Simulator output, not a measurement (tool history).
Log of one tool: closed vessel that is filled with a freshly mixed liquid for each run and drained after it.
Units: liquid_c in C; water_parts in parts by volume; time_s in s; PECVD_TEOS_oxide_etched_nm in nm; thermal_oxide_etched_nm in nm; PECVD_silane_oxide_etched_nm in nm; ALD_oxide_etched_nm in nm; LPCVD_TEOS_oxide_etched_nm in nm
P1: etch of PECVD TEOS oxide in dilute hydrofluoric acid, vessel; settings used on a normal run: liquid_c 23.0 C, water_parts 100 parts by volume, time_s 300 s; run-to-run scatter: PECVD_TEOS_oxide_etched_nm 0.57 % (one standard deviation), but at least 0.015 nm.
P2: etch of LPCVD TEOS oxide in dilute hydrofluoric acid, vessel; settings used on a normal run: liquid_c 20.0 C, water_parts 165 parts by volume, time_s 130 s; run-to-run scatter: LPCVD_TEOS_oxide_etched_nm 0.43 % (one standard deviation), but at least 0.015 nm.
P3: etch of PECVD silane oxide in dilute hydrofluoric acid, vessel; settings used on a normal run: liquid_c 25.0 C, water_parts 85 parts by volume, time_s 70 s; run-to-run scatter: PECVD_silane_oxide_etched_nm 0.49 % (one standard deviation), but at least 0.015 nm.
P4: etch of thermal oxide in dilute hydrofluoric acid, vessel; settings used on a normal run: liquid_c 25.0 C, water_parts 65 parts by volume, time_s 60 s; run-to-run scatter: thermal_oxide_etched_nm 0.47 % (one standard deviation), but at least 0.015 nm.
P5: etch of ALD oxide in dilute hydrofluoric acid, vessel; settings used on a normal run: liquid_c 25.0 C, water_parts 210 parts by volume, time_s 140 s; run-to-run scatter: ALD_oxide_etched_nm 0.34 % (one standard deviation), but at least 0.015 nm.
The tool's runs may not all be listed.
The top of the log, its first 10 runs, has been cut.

run,hour,process,liquid_c,water_parts,time_s,hours since the thermometer was replaced,hours since the hydrofluoric acid flow meter was replaced,PECVD_TEOS_oxide_etched_nm,thermal_oxide_etched_nm,PECVD_silane_oxide_etched_nm,ALD_oxide_etched_nm,LPCVD_TEOS_oxide_etched_nm
11,112.6,P1,23.0,100,300,1148.1,443.8,46.182,,,,
12,125.1,P5,25.0,380,140,1160.6,456.3,,,,7.8156,
13,139.6,P1,23.0,50,300,1175.1,470.8,100.350,,,,
14,151.6,P4,17.0,65,60,1187.1,482.8,,3.4403,,,
15,160.4,P1,23.0,100,300,1195.9,491.6,46.717,,,,
16,168.0,P4,25.0,100,60,1203.5,499.2,,2.9621,,,
17,177.0,P3,25.0,85,30,1212.5,508.2,,,13.638,,
18,190.9,P4,25.0,65,30,1226.4,522.1,,2.4066,,,
19,197.2,P2,20.0,165,130,1232.7,528.4,,,,,11.9540
20,207.3,P5,17.5,210,140,1242.8,538.5,,,,12.6390,
21,216.1,P3,25.0,150,70,1251.6,547.3,,,16.603,,
22,223.4,P1,23.0,100,485,1258.9,554.6,75.149,,,,
23,232.3,P2,20.0,300,130,1267.8,563.5,,,,,5.8056
24,240.0,P1,27.0,100,300,1275.5,571.2,54.404,,,,
25,253.6,P5,25.0,210,50,1289.1,584.8,,,,6.0390,
26,263.5,P1,23.0,140,300,1299.0,594.7,31.870,,,,

What does the tool deliver on the next run?
27,277.8,P3,25.0,85,70,1313.3,609.0,,,?,,

PECVD_silane_oxide_etched_nm: 32.295 nm
